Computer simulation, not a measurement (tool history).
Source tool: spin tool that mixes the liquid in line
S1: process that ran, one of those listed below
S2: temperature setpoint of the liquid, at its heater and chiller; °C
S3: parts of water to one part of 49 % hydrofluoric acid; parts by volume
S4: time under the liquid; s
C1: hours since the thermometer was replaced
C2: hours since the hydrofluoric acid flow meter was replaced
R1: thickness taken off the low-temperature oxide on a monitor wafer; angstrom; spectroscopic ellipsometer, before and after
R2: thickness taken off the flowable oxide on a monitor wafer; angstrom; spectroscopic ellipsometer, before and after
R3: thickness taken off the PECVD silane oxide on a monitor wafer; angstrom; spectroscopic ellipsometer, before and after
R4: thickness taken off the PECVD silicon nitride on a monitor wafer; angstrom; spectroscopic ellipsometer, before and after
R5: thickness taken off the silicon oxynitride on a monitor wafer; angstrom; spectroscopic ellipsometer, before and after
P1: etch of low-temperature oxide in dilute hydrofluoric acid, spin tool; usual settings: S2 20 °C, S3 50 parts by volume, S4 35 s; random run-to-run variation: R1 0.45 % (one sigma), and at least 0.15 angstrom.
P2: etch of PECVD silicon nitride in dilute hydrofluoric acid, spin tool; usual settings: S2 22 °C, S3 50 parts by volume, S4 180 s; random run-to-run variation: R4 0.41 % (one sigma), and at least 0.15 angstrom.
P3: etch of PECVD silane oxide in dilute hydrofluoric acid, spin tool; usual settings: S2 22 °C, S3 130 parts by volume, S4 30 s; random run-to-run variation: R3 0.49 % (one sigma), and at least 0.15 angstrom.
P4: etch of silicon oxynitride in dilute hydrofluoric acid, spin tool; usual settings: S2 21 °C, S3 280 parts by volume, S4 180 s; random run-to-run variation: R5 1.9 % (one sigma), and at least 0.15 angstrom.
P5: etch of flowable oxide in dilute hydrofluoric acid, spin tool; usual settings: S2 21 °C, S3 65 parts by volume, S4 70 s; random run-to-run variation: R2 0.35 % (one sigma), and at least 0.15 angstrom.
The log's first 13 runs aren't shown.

Run 14, hour 76.1: S1 P1, S2 24 °C, S3 50 parts by volume, S4 35 s; C1 451.1; C2 1804.4. Result: R1 151.520 angstrom.
Run 15, hour 81.8: S1 P1, S2 20 °C, S3 75 parts by volume, S4 50 s; C1 456.8; C2 1810.1. Result: R1 117.760 angstrom.
Run 16, hour 85.6: S1 P1, S2 20 °C, S3 70 parts by volume, S4 35 s; C1 460.6; C2 1813.9. Result: R1 89.784 angstrom.
Run 17, hour 90.4: S1 P5, S2 21 °C, S3 65 parts by volume, S4 70 s; C1 465.4; C2 1818.7. Result: R2 340.220 angstrom.
Run 18, hour 96.1: S1 P1, S2 20 °C, S3 50 parts by volume, S4 35 s; C1 471.1; C2 1824.4. Result: R1 128.970 angstrom.
Run 19, hour 101.2: S1 P1, S2 20 °C, S3 50 parts by volume, S4 35 s; C1 476.2; C2 1829.5. Result: R1 129.270 angstrom.
Run 20, hour 107.5: S1 P1, S2 20 °C, S3 50 parts by volume, S4 35 s; C1 482.5; C2 1835.8. Result: R1 128.750 angstrom.
Run 21, hour 115.3: S1 P5, S2 21 °C, S3 65 parts by volume, S4 20 s; C1 490.3; C2 1843.6. Result: R2 96.719 angstrom.
Run 22, hour 122.1: S1 P1, S2 17 °C, S3 50 parts by volume, S4 35 s; C1 497.1; C2 1850.4. Result: R1 112.530 angstrom.
Run 23, hour 129.2: S1 P2, S2 26 °C, S3 50 parts by volume, S4 180 s; C1 504.2; C2 1857.5. Result: R4 69.351 angstrom.
Run 24, hour 134.0: S1 P1, S2 20 °C, S3 25 parts by volume, S4 50 s; C1 509.0; C2 1862.3. Result: R1 376.590 angstrom.
Run 25, hour 137.9: S1 P4, S2 29 °C, S3 280 parts by volume, S4 180 s; C1 512.9; C2 1866.2. Result: R5 16.197 angstrom.
Run 26, hour 143.6: S1 P1, S2 20 °C, S3 50 parts by volume, S4 35 s; C1 518.6; C2 1871.9. Result: R1 128.810 angstrom.

Predict the results of run 27:
Run 27, hour 151.4: S1 P4, S2 21 °C, S3 280 parts by volume, S4 355 s; C1 526.4; C2 1879.7. Result: R5 ?.

{"run 27": {"R5": 21.857}}

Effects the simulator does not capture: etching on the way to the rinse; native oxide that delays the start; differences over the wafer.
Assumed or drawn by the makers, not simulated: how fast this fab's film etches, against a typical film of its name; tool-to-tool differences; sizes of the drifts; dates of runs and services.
